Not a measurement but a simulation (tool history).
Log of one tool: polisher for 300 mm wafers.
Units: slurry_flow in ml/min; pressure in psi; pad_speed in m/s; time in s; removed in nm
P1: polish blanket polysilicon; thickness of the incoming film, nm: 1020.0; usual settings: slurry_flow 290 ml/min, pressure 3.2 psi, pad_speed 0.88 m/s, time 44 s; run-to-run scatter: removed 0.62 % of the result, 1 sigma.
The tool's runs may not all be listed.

| run | hour | slurry_flow | pressure | pad_speed | time | removed |
|---|---|---|---|---|---|---|
| 1 | 4.8 | 290 | 3.2 | 0.88 | 44 | 296.56 |
| 2 | 9.7 | 290 | 3.2 | 0.88 | 44 | 295.10 |
| 3 | 12.5 | 180 | 3.2 | 0.66 | 44 | 208.92 |
| 4 | 17.6 | 390 | 3.2 | 0.88 | 44 | 300.75 |
| 5 | 20.2 | 290 | 3.2 | 0.42 | 44 | 141.39 |
| 6 | 22.7 | 290 | 3.2 | 0.88 | 69 | 458.55 |
| 7 | 26.1 | 290 | 3.2 | 0.88 | 44 | 296.06 |
| 8 | 30.0 | 290 | 3.2 | 0.88 | 21 | 140.58 |
| 9 | 33.9 | 290 | 3.2 | 1.36 | 44 | 454.56 |
| 10 | 37.9 | 290 | 4.4 | 0.88 | 44 | 407.85 |
| 11 | 41.0 | 290 | 2.4 | 1.32 | 44 | 330.62 |
| 12 | 44.4 | 290 | 3.2 | 0.88 | 44 | 296.27 |
| 13 | 49.1 | 290 | 1.8 | 0.66 | 44 | 125.06 |
| 14 | 51.6 | 290 | 1.9 | 0.88 | 44 | 173.51 |
| 15 | 56.6 | 290 | 3.2 | 0.88 | 44 | 293.14 |

Run 16 comes next. What will it give?
| 16 | 61.5 | 175 | 3.2 | 0.88 | 44 | ? |

Run 16 gave removed 276.22 nm.
